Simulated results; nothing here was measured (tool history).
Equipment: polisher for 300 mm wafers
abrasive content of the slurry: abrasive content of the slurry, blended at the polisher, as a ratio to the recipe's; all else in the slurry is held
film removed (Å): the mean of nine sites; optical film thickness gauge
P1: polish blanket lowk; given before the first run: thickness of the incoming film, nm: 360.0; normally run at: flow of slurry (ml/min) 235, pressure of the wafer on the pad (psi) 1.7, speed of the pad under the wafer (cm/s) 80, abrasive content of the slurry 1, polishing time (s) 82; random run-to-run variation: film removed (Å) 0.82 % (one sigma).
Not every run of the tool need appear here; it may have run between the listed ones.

run	day	flow of slurry (ml/min)	pressure of the wafer on the pad (psi)	speed of the pad under the wafer (cm/s)	abrasive content of the slurry	polishing time (s)	wafers polished on this pad	hours since the slurry nozzle was cleaned	hours since the head pressure was calibrated	hours since the slurry blender was calibrated	hours since the conditioning disc was replaced	film removed (Å)
1	0.1	235	1.7	80	1	82	407	288.6	176.1	235.8	37.6	262.13
2	0.229	235	1.7	80	1	82	438	291.7	179.2	238.9	40.7	264.35
3	0.408	160	1.7	80	1	82	482	296	183.5	243.2	45	248.74
4	0.567	330	1.7	80	1	82	520	299.8	187.3	247	48.8	269.93
5	0.696	235	1.7	80	0.6	82	552	302.9	190.4	250.1	51.9	198.85
6	0.829	235	1.7	80	1	82	584	306.1	193.6	253.3	55.1	263.43
7	1.025	235	1.7	58	1	82	632	310.8	198.3	258	59.8	201.53
8	1.192	355	1.7	80	0.75	82	673	314.8	202.3	262	63.8	235.36
9	1.283	235	1.7	80	1.3	82	695	317	204.5	264.2	66	291.21
10	1.442	235	2.2	80	1	82	734	320.8	208.3	268	69.8	338.84
11	1.567	235	1.7	80	1	82	764	323.8	211.3	271	72.8	259.48
12	1.725	235	2.2	80	1	38	803	327.6	215.1	274.8	76.6	156.79
13	1.912	235	1.7	80	1	41	849	332.1	219.6	279.3	81.1	131.03
14	2.05	235	1.7	122	1	82	882	335.4	222.9	282.6	84.4	374.84
15	2.158	235	1.7	80	1	129	908	338	225.5	285.2	87	412.34
16	2.304	235	1	80	1	82	944	341.5	229	288.7	90.5	151.52
17	2.45	180	1.7	80	1	106	980	345	232.5	292.2	94	330.95
18	2.596	235	1.7	80	1	82	1015	348.5	236	295.7	97.5	264.38
19	2.767	235	1.7	80	1	82	1057	352.6	240.1	299.8	101.6	242.34
20	2.933	235	1.7	80	1	82	1098	356.6	244.1	303.8	105.6	234.65
# day 2.988: head pressure recalibrated
# day 3.083: conditioning disc replaced and pad reconditioned
21	3.108	235	1.7	80	1	82	1140	360.8	2.9	308	0.7	228.05
22	3.212	235	1.7	80	1	82	1166	363.3	5.4	310.5	3.2	227.51

Run 23 has not been measured yet. What should we expect?
# day 3.254: slurry nozzle cleaned
23	3.304	235	1.7	80	1	82	1188	1.3	7.6	312.7	5.4	?

Run 23 yielded film removed (Å) 227.6.
